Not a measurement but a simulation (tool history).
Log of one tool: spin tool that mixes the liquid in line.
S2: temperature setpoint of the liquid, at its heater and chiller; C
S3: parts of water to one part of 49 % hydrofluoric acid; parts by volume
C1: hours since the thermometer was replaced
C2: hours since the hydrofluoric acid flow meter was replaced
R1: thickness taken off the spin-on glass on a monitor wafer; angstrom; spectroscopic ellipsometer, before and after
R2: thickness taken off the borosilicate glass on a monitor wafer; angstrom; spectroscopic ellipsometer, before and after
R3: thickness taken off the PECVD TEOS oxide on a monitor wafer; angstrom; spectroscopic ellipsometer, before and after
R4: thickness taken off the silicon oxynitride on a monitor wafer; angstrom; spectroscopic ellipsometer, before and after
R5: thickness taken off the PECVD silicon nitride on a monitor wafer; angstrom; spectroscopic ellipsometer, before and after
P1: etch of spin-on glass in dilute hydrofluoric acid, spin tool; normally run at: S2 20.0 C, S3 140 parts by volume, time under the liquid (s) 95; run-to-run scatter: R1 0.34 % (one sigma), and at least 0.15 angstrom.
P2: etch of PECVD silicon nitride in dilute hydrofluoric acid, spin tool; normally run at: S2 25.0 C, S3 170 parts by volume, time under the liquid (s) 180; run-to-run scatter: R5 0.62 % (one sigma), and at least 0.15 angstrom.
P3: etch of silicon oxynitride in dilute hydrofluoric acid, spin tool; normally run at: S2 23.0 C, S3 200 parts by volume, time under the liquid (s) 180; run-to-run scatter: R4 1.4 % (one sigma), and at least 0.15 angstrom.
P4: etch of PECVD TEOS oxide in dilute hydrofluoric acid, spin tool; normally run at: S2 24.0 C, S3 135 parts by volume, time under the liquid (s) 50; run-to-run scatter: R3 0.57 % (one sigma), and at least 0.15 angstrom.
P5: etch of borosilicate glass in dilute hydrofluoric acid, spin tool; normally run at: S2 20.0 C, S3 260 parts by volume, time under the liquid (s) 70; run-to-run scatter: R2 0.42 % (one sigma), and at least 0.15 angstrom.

Run 1, day 0.133: process that ran P1, S2 20.0 C, S3 140 parts by volume, time under the liquid (s) 95; C1 271.6; C2 292.4. Result: R1 216.190 angstrom.
Run 2, day 0.362: process that ran P5, S2 20.0 C, S3 260 parts by volume, time under the liquid (s) 135; C1 277.1; C2 297.9. Result: R2 109.600 angstrom.
Run 3, day 0.546: process that ran P4, S2 24.0 C, S3 135 parts by volume, time under the liquid (s) 50; C1 281.5; C2 302.3. Result: R3 45.253 angstrom.
Run 4, day 0.775: process that ran P3, S2 28.5 C, S3 200 parts by volume, time under the liquid (s) 180; C1 287.0; C2 307.8. Result: R4 19.3470 angstrom.
Run 5, day 0.929: process that ran P1, S2 20.0 C, S3 80 parts by volume, time under the liquid (s) 95; C1 290.7; C2 311.5. Result: R1 404.880 angstrom.
Run 6, day 1.079: process that ran P1, S2 20.0 C, S3 140 parts by volume, time under the liquid (s) 15; C1 294.3; C2 315.1. Result: R1 34.347 angstrom.
Run 7, day 1.208: process that ran P5, S2 20.0 C, S3 125 parts by volume, time under the liquid (s) 70; C1 297.4; C2 318.2. Result: R2 136.090 angstrom.
Run 8, day 1.438: process that ran P2, S2 25.0 C, S3 170 parts by volume, time under the liquid (s) 180; C1 302.9; C2 323.7. Result: R5 31.175 angstrom.
Run 9, day 1.658: process that ran P2, S2 25.0 C, S3 170 parts by volume, time under the liquid (s) 180; C1 308.2; C2 329.0. Result: R5 31.668 angstrom.
Run 10, day 1.783: process that ran P1, S2 17.0 C, S3 215 parts by volume, time under the liquid (s) 95; C1 311.2; C2 332.0. Result: R1 116.850 angstrom.
Run 11, day 1.962: process that ran P4, S2 24.0 C, S3 45 parts by volume, time under the liquid (s) 50; C1 315.5; C2 336.3. Result: R3 152.720 angstrom.
Run 12, day 2.088: process that ran P2, S2 17.5 C, S3 170 parts by volume, time under the liquid (s) 180; C1 318.5; C2 339.3. Result: R5 19.620 angstrom.
Run 13, day 2.254: process that ran P3, S2 23.0 C, S3 200 parts by volume, time under the liquid (s) 15; C1 322.5; C2 343.3. Result: R4 1.2839 angstrom.
Run 14, day 2.438: process that ran P2, S2 25.0 C, S3 170 parts by volume, time under the liquid (s) 355; C1 326.9; C2 347.7. Result: R5 61.894 angstrom.
Run 15, day 2.592: process that ran P1, S2 20.0 C, S3 245 parts by volume, time under the liquid (s) 95; C1 330.6; C2 351.4. Result: R1 112.050 angstrom.
Run 16, day 2.808: process that ran P4, S2 24.0 C, S3 135 parts by volume, time under the liquid (s) 15; C1 335.8; C2 356.6. Result: R3 13.473 angstrom.
Run 17, day 2.942: process that ran P3, S2 23.0 C, S3 90 parts by volume, time under the liquid (s) 180; C1 339.0; C2 359.8. Result: R4 37.5310 angstrom.
Run 18, day 3.104: process that ran P4, S2 24.0 C, S3 135 parts by volume, time under the liquid (s) 50; C1 342.9; C2 363.7. Result: R3 45.705 angstrom.
Run 19, day 3.229: process that ran P5, S2 25.0 C, S3 260 parts by volume, time under the liquid (s) 70; C1 345.9; C2 366.7. Result: R2 68.554 angstrom.
Run 20, day 3.396: process that ran P1, S2 27.5 C, S3 140 parts by volume, time under the liquid (s) 95; C1 349.9; C2 370.7. Result: R1 288.040 angstrom.
Run 21, day 3.625: process that ran P1, S2 20.0 C, S3 140 parts by volume, time under the liquid (s) 95; C1 355.4; C2 376.2. Result: R1 215.440 angstrom.
Run 22, day 3.738: process that ran P3, S2 23.0 C, S3 200 parts by volume, time under the liquid (s) 180; C1 358.1; C2 378.9. Result: R4 14.9510 angstrom.
Run 23, day 3.842: process that ran P2, S2 25.0 C, S3 90 parts by volume, time under the liquid (s) 180; C1 360.6; C2 381.4. Result: R5 60.202 angstrom.
Run 24, day 3.962: process that ran P4, S2 17.0 C, S3 135 parts by volume, time under the liquid (s) 50; C1 363.5; C2 384.3. Result: R3 34.539 angstrom.
Run 25, day 4.125: process that ran P5, S2 20.0 C, S3 260 parts by volume, time under the liquid (s) 70; C1 367.4; C2 388.2. Result: R2 57.362 angstrom.
Run 26, day 4.292: process that ran P1, S2 25.5 C, S3 140 parts by volume, time under the liquid (s) 30; C1 371.4; C2 392.2. Result: R1 84.960 angstrom.
Run 27, day 4.467: process that ran P1, S2 20.0 C, S3 140 parts by volume, time under the liquid (s) 95; C1 375.6; C2 396.4. Result: R1 216.180 angstrom.
Run 28, day 4.617: process that ran P1, S2 17.0 C, S3 140 parts by volume, time under the liquid (s) 95; C1 379.2; C2 400.0. Result: R1 192.650 angstrom.
Run 29, day 4.738: process that ran P1, S2 20.0 C, S3 140 parts by volume, time under the liquid (s) 95; C1 382.1; C2 402.9. Result: R1 217.160 angstrom.
Run 30, day 4.962: process that ran P1, S2 20.0 C, S3 140 parts by volume, time under the liquid (s) 95; C1 387.5; C2 408.3. Result: R1 216.240 angstrom.
Run 31, day 5.175: process that ran P1, S2 20.0 C, S3 140 parts by volume, time under the liquid (s) 95; C1 392.6; C2 413.4. Result: R1 216.140 angstrom.
Run 32, day 5.388: process that ran P5, S2 20.0 C, S3 260 parts by volume, time under the liquid (s) 70; C1 397.7; C2 418.5. Result: R2 56.927 angstrom.
Run 33, day 5.496: process that ran P1, S2 20.0 C, S3 140 parts by volume, time under the liquid (s) 155; C1 400.3; C2 421.1. Result: R1 354.310 angstrom.
Run 34, day 5.654: process that ran P1, S2 20.0 C, S3 140 parts by volume, time under the liquid (s) 95; C1 404.1; C2 424.9. Result: R1 217.250 angstrom.
Run 35, day 5.858: process that ran P1, S2 20.0 C, S3 140 parts by volume, time under the liquid (s) 95; C1 409.0; C2 429.8. Result: R1 221.350 angstrom.
Run 36, day 6.042: process that ran P1, S2 20.0 C, S3 140 parts by volume, time under the liquid (s) 95; C1 413.4; C2 434.2. Result: R1 223.530 angstrom.
Run 37, day 6.183: process that ran P1, S2 20.0 C, S3 140 parts by volume, time under the liquid (s) 95; C1 416.8; C2 437.6. Result: R1 225.870 angstrom.
Run 38, day 6.338: process that ran P1, S2 20.0 C, S3 140 parts by volume, time under the liquid (s) 95; C1 420.5; C2 441.3. Result: R1 226.810 angstrom.
Run 39, day 6.446: process that ran P1, S2 20.0 C, S3 140 parts by volume, time under the liquid (s) 95; C1 423.1; C2 443.9. Result: R1 227.690 angstrom.
Run 40, day 6.642: process that ran P1, S2 20.0 C, S3 140 parts by volume, time under the liquid (s) 95; C1 427.8; C2 448.6. Result: R1 226.540 angstrom.
Run 41, day 6.800: process that ran P1, S2 20.0 C, S3 140 parts by volume, time under the liquid (s) 95; C1 431.6; C2 452.4. Result: R1 226.400 angstrom.
Run 42, day 7.012: process that ran P1, S2 20.0 C, S3 140 parts by volume, time under the liquid (s) 95; C1 436.7; C2 457.5. Result: R1 228.160 angstrom.
Run 43, day 7.179: process that ran P1, S2 20.0 C, S3 140 parts by volume, time under the liquid (s) 95; C1 440.7; C2 461.5. Result: R1 227.160 angstrom.
Run 44, day 7.312: process that ran P1, S2 20.0 C, S3 140 parts by volume, time under the liquid (s) 95; C1 443.9; C2 464.7. Result: R1 229.100 angstrom.
Run 45, day 7.471: process that ran P1, S2 20.0 C, S3 140 parts by volume, time under the liquid (s) 95; C1 447.7; C2 468.5. Result: R1 227.770 angstrom.

What P1 gives has crept away from where it was. These 2 causes fit the log equally well, each at the size given:
A: liquid hotter than its thermometer reads (K) = 1.41
B: hydrofluoric acid flow above the setpoint (%) = 5.01
The creep began at about day 5.654.

4 check runs are offered, each on 2 wafers whose results are averaged, their results left as question marks. Which one tells the causes apart?
Run check 1, day 7.629: process that ran P5, S2 20.0 C, S3 260 parts by volume, time under the liquid (s) 70. Result: R2 ?.
Run check 2, day 7.629: process that ran P3, S2 23.0 C, S3 200 parts by volume, time under the liquid (s) 180. Result: R4 ?.
Run check 3, day 7.629: process that ran P2, S2 25.0 C, S3 170 parts by volume, time under the liquid (s) 180. Result: R5 ?.
Run check 4, day 7.629: process that ran P4, S2 24.0 C, S3 135 parts by volume, time under the liquid (s) 50. Result: R3 ?.

What each check would give under each cause:
  check  result     if A     if B
check 1      R2   60.093   60.589
check 2      R4  16.3060  16.1880
check 3      R5   34.591   33.225
check 4      R3   47.866   47.978
How far apart the two closest causes lie, in the result that separates them most: check 1 0.82 %; check 2 0.72 %; check 3 4.03 %; check 4 0.23 %
Check 3 tells the causes apart: in the others they would give nearly the same result.

Then check 3 was run and gave: R5 32.951 angstrom. Which cause is it?

It is B: hydrofluoric acid flow above the setpoint (%).

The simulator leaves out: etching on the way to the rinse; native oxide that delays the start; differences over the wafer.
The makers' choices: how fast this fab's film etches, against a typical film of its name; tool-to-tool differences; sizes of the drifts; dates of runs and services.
